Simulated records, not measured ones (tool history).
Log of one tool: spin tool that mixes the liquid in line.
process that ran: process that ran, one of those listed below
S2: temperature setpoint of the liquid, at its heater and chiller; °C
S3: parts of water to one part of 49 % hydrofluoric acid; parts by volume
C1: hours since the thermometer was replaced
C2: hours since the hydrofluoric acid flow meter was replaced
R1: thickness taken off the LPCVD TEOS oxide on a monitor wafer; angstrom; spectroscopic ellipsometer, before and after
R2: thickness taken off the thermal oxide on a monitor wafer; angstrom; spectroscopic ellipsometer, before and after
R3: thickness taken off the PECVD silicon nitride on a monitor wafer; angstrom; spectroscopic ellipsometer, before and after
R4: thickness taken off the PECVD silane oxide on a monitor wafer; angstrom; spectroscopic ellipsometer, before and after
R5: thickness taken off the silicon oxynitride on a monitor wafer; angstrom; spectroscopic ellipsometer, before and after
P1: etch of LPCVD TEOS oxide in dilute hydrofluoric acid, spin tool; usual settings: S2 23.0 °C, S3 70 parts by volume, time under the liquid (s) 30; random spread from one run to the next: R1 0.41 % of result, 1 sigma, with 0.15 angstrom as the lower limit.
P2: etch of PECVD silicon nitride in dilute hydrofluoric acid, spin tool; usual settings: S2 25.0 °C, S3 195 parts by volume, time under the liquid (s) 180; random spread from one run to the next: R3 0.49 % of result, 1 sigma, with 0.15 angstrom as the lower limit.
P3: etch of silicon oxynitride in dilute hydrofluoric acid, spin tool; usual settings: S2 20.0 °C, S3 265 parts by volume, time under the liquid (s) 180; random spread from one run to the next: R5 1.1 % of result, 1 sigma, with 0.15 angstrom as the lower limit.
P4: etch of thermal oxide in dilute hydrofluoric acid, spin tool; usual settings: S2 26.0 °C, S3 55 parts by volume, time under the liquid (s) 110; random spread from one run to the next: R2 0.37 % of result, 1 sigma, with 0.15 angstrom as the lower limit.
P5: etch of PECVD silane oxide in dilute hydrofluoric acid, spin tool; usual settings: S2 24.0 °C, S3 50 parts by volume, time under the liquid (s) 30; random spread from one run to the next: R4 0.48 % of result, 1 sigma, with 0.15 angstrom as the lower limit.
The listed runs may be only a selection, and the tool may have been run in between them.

Run 1, hour 4.6: process that ran P1, S2 23.0 °C, S3 70 parts by volume, time under the liquid (s) 30; C1 247.3; C2 253.5. Result: R1 71.162 angstrom.
Run 2, hour 8.1: process that ran P1, S2 17.0 °C, S3 70 parts by volume, time under the liquid (s) 30; C1 250.8; C2 257.0. Result: R1 55.723 angstrom.
Run 3, hour 11.7: process that ran P1, S2 23.0 °C, S3 40 parts by volume, time under the liquid (s) 30; C1 254.4; C2 260.6. Result: R1 131.320 angstrom.
Run 4, hour 16.4: process that ran P4, S2 26.0 °C, S3 55 parts by volume, time under the liquid (s) 15; C1 259.1; C2 265.3. Result: R2 14.893 angstrom.
Run 5, hour 21.1: process that ran P1, S2 23.0 °C, S3 70 parts by volume, time under the liquid (s) 15; C1 263.8; C2 270.0. Result: R1 35.713 angstrom.
Run 6, hour 26.8: process that ran P4, S2 26.0 °C, S3 55 parts by volume, time under the liquid (s) 110; C1 269.5; C2 275.7. Result: R2 108.750 angstrom.
Run 7, hour 31.1: process that ran P2, S2 25.0 °C, S3 195 parts by volume, time under the liquid (s) 15; C1 273.8; C2 280.0. Result: R3 4.6994 angstrom.
Run 8, hour 34.7: process that ran P1, S2 23.0 °C, S3 115 parts by volume, time under the liquid (s) 30; C1 277.4; C2 283.6. Result: R1 41.431 angstrom.
Run 9, hour 38.8: process that ran P1, S2 23.0 °C, S3 70 parts by volume, time under the liquid (s) 45; C1 281.5; C2 287.7. Result: R1 107.150 angstrom.
Run 10, hour 43.5: process that ran P1, S2 23.0 °C, S3 20 parts by volume, time under the liquid (s) 15; C1 286.2; C2 292.4. Result: R1 133.790 angstrom.
Run 11, hour 50.0: process that ran P1, S2 28.5 °C, S3 70 parts by volume, time under the liquid (s) 30; C1 292.7; C2 298.9. Result: R1 88.939 angstrom.
Run 12, hour 54.6: process that ran P1, S2 23.0 °C, S3 95 parts by volume, time under the liquid (s) 50; C1 297.3; C2 303.5. Result: R1 85.321 angstrom.
Run 13, hour 61.4: process that ran P5, S2 24.0 °C, S3 50 parts by volume, time under the liquid (s) 30; C1 304.1; C2 310.3. Result: R4 113.030 angstrom.
Run 14, hour 65.1: process that ran P3, S2 28.0 °C, S3 265 parts by volume, time under the liquid (s) 180; C1 307.8; C2 314.0. Result: R5 35.285 angstrom.
Run 15, hour 69.7: process that ran P1, S2 23.0 °C, S3 70 parts by volume, time under the liquid (s) 30; C1 312.4; C2 318.6. Result: R1 71.581 angstrom.
Run 16, hour 75.9: process that ran P5, S2 24.0 °C, S3 90 parts by volume, time under the liquid (s) 30; C1 318.6; C2 324.8. Result: R4 59.405 angstrom.
Run 17, hour 82.0: process that ran P4, S2 26.0 °C, S3 90 parts by volume, time under the liquid (s) 110; C1 324.7; C2 330.9. Result: R2 63.520 angstrom.
Run 18, hour 85.8: process that ran P1, S2 23.0 °C, S3 70 parts by volume, time under the liquid (s) 30; C1 328.5; C2 334.7. Result: R1 71.824 angstrom.
Run 19, hour 88.8: process that ran P1, S2 23.0 °C, S3 70 parts by volume, time under the liquid (s) 30; C1 331.5; C2 337.7. Result: R1 71.782 angstrom.
Run 20, hour 92.8: process that ran P4, S2 26.0 °C, S3 55 parts by volume, time under the liquid (s) 110; C1 335.5; C2 341.7. Result: R2 108.080 angstrom.
Run 21, hour 98.4: process that ran P3, S2 20.0 °C, S3 265 parts by volume, time under the liquid (s) 290; C1 341.1; C2 347.3. Result: R5 40.275 angstrom.
Run 22, hour 102.2: process that ran P3, S2 20.0 °C, S3 100 parts by volume, time under the liquid (s) 180; C1 344.9; C2 351.1. Result: R5 72.711 angstrom.
Run 23, hour 107.2: process that ran P1, S2 23.0 °C, S3 70 parts by volume, time under the liquid (s) 30; C1 349.9; C2 356.1. Result: R1 71.927 angstrom.
Run 24, hour 112.6: process that ran P5, S2 28.0 °C, S3 50 parts by volume, time under the liquid (s) 30; C1 355.3; C2 361.5. Result: R4 132.580 angstrom.
Run 25, hour 117.2: process that ran P5, S2 24.0 °C, S3 50 parts by volume, time under the liquid (s) 15; C1 359.9; C2 366.1. Result: R4 56.024 angstrom.
Run 26, hour 122.9: process that ran P2, S2 18.5 °C, S3 195 parts by volume, time under the liquid (s) 180; C1 365.6; C2 371.8. Result: R3 37.2610 angstrom.
Run 27, hour 126.2: process that ran P3, S2 20.0 °C, S3 265 parts by volume, time under the liquid (s) 180; C1 368.9; C2 375.1. Result: R5 24.466 angstrom.
Run 28, hour 131.1: process that ran P1, S2 23.0 °C, S3 70 parts by volume, time under the liquid (s) 30; C1 373.8; C2 380.0. Result: R1 71.325 angstrom.
Run 29, hour 134.3: process that ran P1, S2 23.0 °C, S3 70 parts by volume, time under the liquid (s) 30; C1 377.0; C2 383.2. Result: R1 71.364 angstrom.
Run 30, hour 139.7: process that ran P5, S2 24.0 °C, S3 50 parts by volume, time under the liquid (s) 30; C1 382.4; C2 388.6. Result: R4 112.550 angstrom.
Run 31, hour 142.6: process that ran P2, S2 25.0 °C, S3 35 parts by volume, time under the liquid (s) 180; C1 385.3; C2 391.5. Result: R3 308.9400 angstrom.
Run 32, hour 145.9: process that ran P4, S2 18.5 °C, S3 55 parts by volume, time under the liquid (s) 110; C1 388.6; C2 394.8. Result: R2 79.218 angstrom.
Run 33, hour 152.4: process that ran P2, S2 25.0 °C, S3 195 parts by volume, time under the liquid (s) 180; C1 395.1; C2 401.3. Result: R3 56.6850 angstrom.
Run 34, hour 156.1: process that ran P1, S2 23.0 °C, S3 70 parts by volume, time under the liquid (s) 30; C1 398.8; C2 405.0. Result: R1 71.399 angstrom.
Run 35, hour 159.1: process that ran P1, S2 23.0 °C, S3 70 parts by volume, time under the liquid (s) 30; C1 401.8; C2 408.0. Result: R1 70.280 angstrom.
Run 36, hour 163.1: process that ran P1, S2 23.0 °C, S3 70 parts by volume, time under the liquid (s) 30; C1 405.8; C2 412.0. Result: R1 69.133 angstrom.
Run 37, hour 168.8: process that ran P1, S2 23.0 °C, S3 70 parts by volume, time under the liquid (s) 30; C1 411.5; C2 417.7. Result: R1 68.147 angstrom.
Run 38, hour 174.8: process that ran P1, S2 23.0 °C, S3 70 parts by volume, time under the liquid (s) 30; C1 417.5; C2 423.7. Result: R1 66.606 angstrom.
Run 39, hour 179.5: process that ran P1, S2 23.0 °C, S3 70 parts by volume, time under the liquid (s) 30; C1 422.2; C2 428.4. Result: R1 67.079 angstrom.
Run 40, hour 183.1: process that ran P1, S2 23.0 °C, S3 70 parts by volume, time under the liquid (s) 30; C1 425.8; C2 432.0. Result: R1 66.178 angstrom.
Run 41, hour 188.7: process that ran P1, S2 23.0 °C, S3 70 parts by volume, time under the liquid (s) 30; C1 431.4; C2 437.6. Result: R1 67.120 angstrom.
Run 42, hour 191.7: process that ran P1, S2 23.0 °C, S3 70 parts by volume, time under the liquid (s) 30; C1 434.4; C2 440.6. Result: R1 67.015 angstrom.
Run 43, hour 196.8: process that ran P1, S2 23.0 °C, S3 70 parts by volume, time under the liquid (s) 30; C1 439.5; C2 445.7. Result: R1 66.757 angstrom.
Run 44, hour 201.5: process that ran P1, S2 23.0 °C, S3 70 parts by volume, time under the liquid (s) 30; C1 444.2; C2 450.4. Result: R1 66.015 angstrom.
Run 45, hour 207.2: process that ran P1, S2 23.0 °C, S3 70 parts by volume, time under the liquid (s) 30; C1 449.9; C2 456.1. Result: R1 66.147 angstrom.

What P1 gives has crept away from where it was. These 2 causes fit the log equally well, each at the size given:
A: liquid colder than its thermometer reads (K) = 1.91
B: hydrofluoric acid flow below the setpoint (%) = 6.92
The drift started at roughly hour 156.1.

Which of the 4 check runs listed below separates the causes, so that each cause would produce a clearly different result? Each run uses one wafer, and its results are marked with question marks.
Run check 1, hour 212.9: process that ran P2, S2 25.0 °C, S3 195 parts by volume, time under the liquid (s) 180. Result: R3 ?.
Run check 2, hour 212.9: process that ran P3, S2 20.0 °C, S3 265 parts by volume, time under the liquid (s) 180. Result: R5 ?.
Run check 3, hour 212.9: process that ran P5, S2 24.0 °C, S3 50 parts by volume, time under the liquid (s) 30. Result: R4 ?.
Run check 4, hour 212.9: process that ran P4, S2 26.0 °C, S3 55 parts by volume, time under the liquid (s) 110. Result: R2 ?.

What every check run would give for each of its results, assuming each possible cause in turn:
  check  result     if A     if B
check 1      R3  50.0380  52.5830
check 2      R5   22.422   22.493
check 3      R4  103.860  104.120
check 4      R2  100.180  100.210
Per check, the gap between the least separated pair of causes, taken in the result that splits them most: check 1 4.96 %; check 2 0.32 %; check 3 0.25 %; check 4 0.03 %
Check 1 is the one run that separates the causes; every other check would come out nearly the same whichever cause is at work.

Check 1 was then run and gave: R3 49.5080 angstrom. Which cause is it?

The correct cause is A, namely: liquid colder than its thermometer reads (K).
